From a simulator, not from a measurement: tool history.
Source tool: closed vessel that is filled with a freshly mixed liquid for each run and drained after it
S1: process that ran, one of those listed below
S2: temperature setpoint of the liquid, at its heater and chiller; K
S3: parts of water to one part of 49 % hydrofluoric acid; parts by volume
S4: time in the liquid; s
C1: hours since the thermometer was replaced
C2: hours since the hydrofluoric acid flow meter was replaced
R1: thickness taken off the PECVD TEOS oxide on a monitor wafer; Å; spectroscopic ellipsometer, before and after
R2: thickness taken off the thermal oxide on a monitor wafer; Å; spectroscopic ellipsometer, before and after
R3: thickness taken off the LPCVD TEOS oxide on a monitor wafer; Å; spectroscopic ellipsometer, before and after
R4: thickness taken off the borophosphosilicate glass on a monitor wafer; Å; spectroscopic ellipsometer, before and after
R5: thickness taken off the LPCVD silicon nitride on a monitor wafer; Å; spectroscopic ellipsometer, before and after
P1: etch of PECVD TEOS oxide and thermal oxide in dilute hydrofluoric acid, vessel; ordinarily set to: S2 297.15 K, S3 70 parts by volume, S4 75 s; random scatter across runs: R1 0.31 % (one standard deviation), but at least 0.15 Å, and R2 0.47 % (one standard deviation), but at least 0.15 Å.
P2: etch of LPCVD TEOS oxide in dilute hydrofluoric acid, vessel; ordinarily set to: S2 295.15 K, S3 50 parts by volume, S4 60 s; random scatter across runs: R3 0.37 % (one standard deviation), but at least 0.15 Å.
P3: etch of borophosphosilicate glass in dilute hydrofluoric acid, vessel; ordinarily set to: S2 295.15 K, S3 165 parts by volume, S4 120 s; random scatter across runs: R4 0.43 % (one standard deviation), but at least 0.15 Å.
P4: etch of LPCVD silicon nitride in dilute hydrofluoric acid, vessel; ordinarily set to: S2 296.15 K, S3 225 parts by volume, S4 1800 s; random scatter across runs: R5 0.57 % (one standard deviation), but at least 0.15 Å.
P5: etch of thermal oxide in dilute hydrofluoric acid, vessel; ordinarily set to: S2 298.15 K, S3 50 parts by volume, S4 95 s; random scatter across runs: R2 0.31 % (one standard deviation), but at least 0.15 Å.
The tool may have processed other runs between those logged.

run    day  S1      S2   S3    S4      C1     C2       R1       R2      R3       R4      R5
  1  0.196  P1  297.15   70    75   942.3  180.8   99.124   54.527
  2  0.412  P2  303.15   50    60   947.5  186.0                    488.35
  3  0.642  P2  295.15   90    60   953.0  191.5                    186.55
  4  0.742  P1  297.15   70   110   955.4  193.9  145.150   79.011
  5  0.867  P2  295.15   50    60   958.4  196.9                    356.81
  6  1.088  P1  297.15  105    75   963.7  202.2   63.051   34.711
  7  1.312  P3  301.65  165   120   969.1  207.6                             248.48
  8  1.538  P3  295.15  165   235   974.5  213.0                             378.50
  9  1.642  P5  290.15   50    95   977.0  215.5            71.851
 10  1.746  P1  297.15   35    75   979.5  218.0  208.670  114.290
 11  1.933  P5  298.15   50    95   984.0  222.5           100.210
 12  2.075  P2  295.15   50    60   987.4  225.9                    352.79
 13  2.217  P4  296.15  370  1800   990.8  229.3                                     26.271
 14  2.321  P4  296.15  225  1800   993.3  231.8                                     43.123
 15  2.546  P1  302.15   70    75   998.7  237.2  121.260   65.956
 16  2.729  P1  290.65   70   110  1003.1  241.6  111.000   60.628
 17  2.854  P1  297.15   70    75  1006.1  244.6   99.556   53.792
 18  3.033  P3  295.15  165   120  1010.4  248.9                             193.67
 19  3.167  P1  297.15   70    75  1013.6  252.1   99.764   54.747
 20  3.354  P1  297.15   70    30  1018.1  256.6   39.848   21.797
 21  3.492  P1  304.65   70    30  1021.4  259.9   53.228   29.048
 22  3.662  P4  296.15  225  3430  1025.5  264.0                                     81.126
 23  3.842  P3  295.15   30   120  1029.8  268.3                            1263.00
 24  4.062  P5  298.15   30    95  1035.1  273.6           171.800
 25  4.179  P5  298.15   50   155  1037.9  276.4           163.910
 26  4.342  P1  303.65   25    75  1041.8  280.3  387.460  210.550
 27  4.554  P4  290.15  225  1800  1046.9  285.4                                     29.103
 28  4.712  P2  295.15   50    30  1050.7  289.2                    177.41
 29  4.925  P1  297.15   70    75  1055.8  294.3   99.299   53.985
 30  5.050  P1  291.15   70    75  1058.8  297.3   77.474   41.932
 31  5.212  P1  297.15   70    75  1062.7  301.2   99.615   54.632
 32  5.421  P1  297.15   70    75  1067.7  306.2  103.720   56.117
 33  5.596  P1  297.15   70    75  1071.9  310.4  104.530   57.029
 34  5.762  P1  297.15   70    75  1075.9  314.4  105.610   58.308

Run 35 has not been measured yet. What should we expect?
 35  5.888  P1  297.15  70  75  1078.9  317.4   ?   ?

{"run 35": {"R1": 106.08, "R2": 57.491}}
